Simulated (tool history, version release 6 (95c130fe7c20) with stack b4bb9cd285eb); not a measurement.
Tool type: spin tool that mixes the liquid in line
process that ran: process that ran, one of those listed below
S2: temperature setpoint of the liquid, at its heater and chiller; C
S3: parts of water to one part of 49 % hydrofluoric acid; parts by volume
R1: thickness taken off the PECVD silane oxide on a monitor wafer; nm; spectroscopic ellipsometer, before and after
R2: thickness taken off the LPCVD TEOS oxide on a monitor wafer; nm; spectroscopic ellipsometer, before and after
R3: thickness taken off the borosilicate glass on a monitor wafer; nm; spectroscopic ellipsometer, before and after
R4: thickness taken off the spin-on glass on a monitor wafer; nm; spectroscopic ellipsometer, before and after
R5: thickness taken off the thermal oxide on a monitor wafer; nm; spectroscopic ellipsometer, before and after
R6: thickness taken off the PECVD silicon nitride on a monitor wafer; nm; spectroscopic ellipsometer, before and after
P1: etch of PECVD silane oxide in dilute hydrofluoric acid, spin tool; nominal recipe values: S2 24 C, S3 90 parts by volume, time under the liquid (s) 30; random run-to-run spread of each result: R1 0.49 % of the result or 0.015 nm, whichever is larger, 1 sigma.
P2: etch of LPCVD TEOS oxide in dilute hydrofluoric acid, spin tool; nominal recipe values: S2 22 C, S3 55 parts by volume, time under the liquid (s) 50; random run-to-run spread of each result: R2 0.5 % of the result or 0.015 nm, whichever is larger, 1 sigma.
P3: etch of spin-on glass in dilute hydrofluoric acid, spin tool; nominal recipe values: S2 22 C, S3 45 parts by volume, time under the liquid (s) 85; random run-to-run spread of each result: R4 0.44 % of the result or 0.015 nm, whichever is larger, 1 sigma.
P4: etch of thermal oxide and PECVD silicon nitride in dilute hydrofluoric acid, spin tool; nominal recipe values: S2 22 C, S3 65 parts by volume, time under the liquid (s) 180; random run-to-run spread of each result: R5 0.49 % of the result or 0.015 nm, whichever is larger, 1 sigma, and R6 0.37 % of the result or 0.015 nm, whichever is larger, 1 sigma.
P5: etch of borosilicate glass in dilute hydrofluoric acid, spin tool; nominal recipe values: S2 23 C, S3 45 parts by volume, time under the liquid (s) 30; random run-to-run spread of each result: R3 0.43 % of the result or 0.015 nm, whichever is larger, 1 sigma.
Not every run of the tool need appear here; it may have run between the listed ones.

Run 1, hour 10: process that ran P1, S2 24 C, S3 90 parts by volume, time under the liquid (s) 30. Result: R1 8.914 nm.
Run 2, hour 19.8: process that ran P2, S2 22 C, S3 100 parts by volume, time under the liquid (s) 50. Result: R2 11.892 nm.
Run 3, hour 28.3: process that ran P1, S2 24 C, S3 90 parts by volume, time under the liquid (s) 30. Result: R1 8.9016 nm.
Run 4, hour 39.6: process that ran P1, S2 24 C, S3 90 parts by volume, time under the liquid (s) 30. Result: R1 9.0008 nm.
Run 5, hour 48.4: process that ran P1, S2 29 C, S3 90 parts by volume, time under the liquid (s) 30. Result: R1 10.843 nm.
Run 6, hour 60.3: process that ran P5, S2 23 C, S3 45 parts by volume, time under the liquid (s) 30. Result: R3 16.962 nm.
Run 7, hour 75.1: process that ran P2, S2 22 C, S3 55 parts by volume, time under the liquid (s) 50. Result: R2 23.105 nm.
Run 8, hour 90.1: process that ran P1, S2 19.5 C, S3 90 parts by volume, time under the liquid (s) 30. Result: R1 7.4219 nm.
Run 9, hour 105.3: process that ran P1, S2 24 C, S3 25 parts by volume, time under the liquid (s) 50. Result: R1 58.017 nm.
Run 10, hour 114.4: process that ran P1, S2 24 C, S3 90 parts by volume, time under the liquid (s) 60. Result: R1 17.939 nm.
Run 11, hour 125.7: process that ran P2, S2 28 C, S3 55 parts by volume, time under the liquid (s) 50. Result: R2 29.518 nm.
Run 12, hour 134.4: process that ran P3, S2 22 C, S3 45 parts by volume, time under the liquid (s) 85. Result: R4 38.411 nm.
Run 13, hour 147.2: process that ran P1, S2 24 C, S3 90 parts by volume, time under the liquid (s) 30. Result: R1 8.9323 nm.
Run 14, hour 161.9: process that ran P4, S2 22 C, S3 65 parts by volume, time under the liquid (s) 180. Result: R5 12.742 nm, R6 13.348 nm.
Run 15, hour 174.9: process that ran P5, S2 28.5 C, S3 45 parts by volume, time under the liquid (s) 30. Result: R3 21.172 nm.
Run 16, hour 189.1: process that ran P4, S2 22 C, S3 40 parts by volume, time under the liquid (s) 180. Result: R5 21.306 nm, R6 21.242 nm.
Run 17, hour 203.3: process that ran P1, S2 24 C, S3 145 parts by volume, time under the liquid (s) 30. Result: R1 5.2297 nm.
Run 18, hour 216.5: process that ran P2, S2 22 C, S3 55 parts by volume, time under the liquid (s) 80. Result: R2 37.012 nm.
Run 19, hour 223.9: process that ran P3, S2 22 C, S3 45 parts by volume, time under the liquid (s) 35. Result: R4 15.785 nm.
Run 20, hour 239.6: process that ran P1, S2 24 C, S3 90 parts by volume, time under the liquid (s) 15. Result: R1 4.4596 nm.
Run 21, hour 249.2: process that ran P5, S2 23 C, S3 45 parts by volume, time under the liquid (s) 15. Result: R3 8.4793 nm.
Run 22, hour 259.4: process that ran P3, S2 17.5 C, S3 45 parts by volume, time under the liquid (s) 85. Result: R4 31.566 nm.
Run 23, hour 267.5: process that ran P1, S2 32 C, S3 20 parts by volume, time under the liquid (s) 30. Result: R1 61.437 nm.
Run 24, hour 280.5: process that ran P1, S2 24 C, S3 35 parts by volume, time under the liquid (s) 30. Result: R1 24.833 nm.
Run 25, hour 296: process that ran P2, S2 22 C, S3 55 parts by volume, time under the liquid (s) 50. Result: R2 23.232 nm.
Run 26, hour 309.7: process that ran P1, S2 24 C, S3 90 parts by volume, time under the liquid (s) 30. Result: R1 8.9853 nm.
Run 27, hour 317: process that ran P4, S2 17 C, S3 65 parts by volume, time under the liquid (s) 180. Result: R5 10.223 nm, R6 9.2859 nm.
Run 28, hour 325: process that ran P1, S2 24 C, S3 90 parts by volume, time under the liquid (s) 30. Result: R1 8.8851 nm.
Run 29, hour 334.2: process that ran P5, S2 23 C, S3 20 parts by volume, time under the liquid (s) 30. Result: R3 39.718 nm.
Run 30, hour 341.1: process that ran P3, S2 22 C, S3 60 parts by volume, time under the liquid (s) 85. Result: R4 28.278 nm.
Run 31, hour 354.5: process that ran P4, S2 22 C, S3 65 parts by volume, time under the liquid (s) 40. Result: R5 2.8409 nm, R6 2.9296 nm.
Run 32, hour 364.9: process that ran P1, S2 32 C, S3 160 parts by volume, time under the liquid (s) 30. Result: R1 6.1576 nm.
Run 33, hour 372.3: process that ran P1, S2 24 C, S3 90 parts by volume, time under the liquid (s) 30. Result: R1 8.9431 nm.
Run 34, hour 387.9: process that ran P1, S2 24 C, S3 90 parts by volume, time under the liquid (s) 30. Result: R1 9.4517 nm.
Run 35, hour 400.9: process that ran P1, S2 24 C, S3 90 parts by volume, time under the liquid (s) 30. Result: R1 9.6248 nm.
Run 36, hour 410.9: process that ran P1, S2 24 C, S3 90 parts by volume, time under the liquid (s) 30. Result: R1 9.7366 nm.
Run 37, hour 423: process that ran P1, S2 24 C, S3 90 parts by volume, time under the liquid (s) 30. Result: R1 9.7465 nm.
Run 38, hour 432.8: process that ran P1, S2 24 C, S3 90 parts by volume, time under the liquid (s) 30. Result: R1 9.7541 nm.
Run 39, hour 444.6: process that ran P1, S2 24 C, S3 90 parts by volume, time under the liquid (s) 30. Result: R1 9.7758 nm.

P1 no longer gives what it gave before; its output has crept away from where it was. The following 2 causes, each at its listed size, fit the log equally well:
A: liquid hotter than its thermometer reads (K) = 2.19
B: hydrofluoric acid flow above the setpoint (%) = 8.09
The gradual shift began around hour 372.3.

Below are 4 check runs, each on a single wafer, with their results shown as question marks. Which of them would tell the listed causes apart, meaning the causes would give clearly different results under it?
Run check 1, hour 456.4: process that ran P4, S2 22 C, S3 65 parts by volume, time under the liquid (s) 180. Result: R5 ?, R6 ?.
Run check 2, hour 456.4: process that ran P3, S2 22 C, S3 45 parts by volume, time under the liquid (s) 85. Result: R4 ?.
Run check 3, hour 456.4: process that ran P2, S2 22 C, S3 55 parts by volume, time under the liquid (s) 50. Result: R2 ?.
Run check 4, hour 456.4: process that ran P5, S2 23 C, S3 45 parts by volume, time under the liquid (s) 30. Result: R3 ?.

What each check would give under each cause:
  check  result    if A    if B
check 1      R5  13.884  13.801
check 1      R6   15.33  14.271
check 2      R4  42.093  41.715
check 3      R2  25.255   25.07
check 4      R3  18.576  18.424
Smallest distance between any two causes, each pair judged by its most separating result, in per cent: check 1 7.16 %; check 2 0.9 %; check 3 0.74 %; check 4 0.82 %
The causes can be told apart only by check 1. The other checks would give nearly the same results under each of them.

Then check 1 was run and gave: R5 13.654 nm; R6 14.19 nm. Which cause is it?

The cause is B: hydrofluoric acid flow above the setpoint (%).
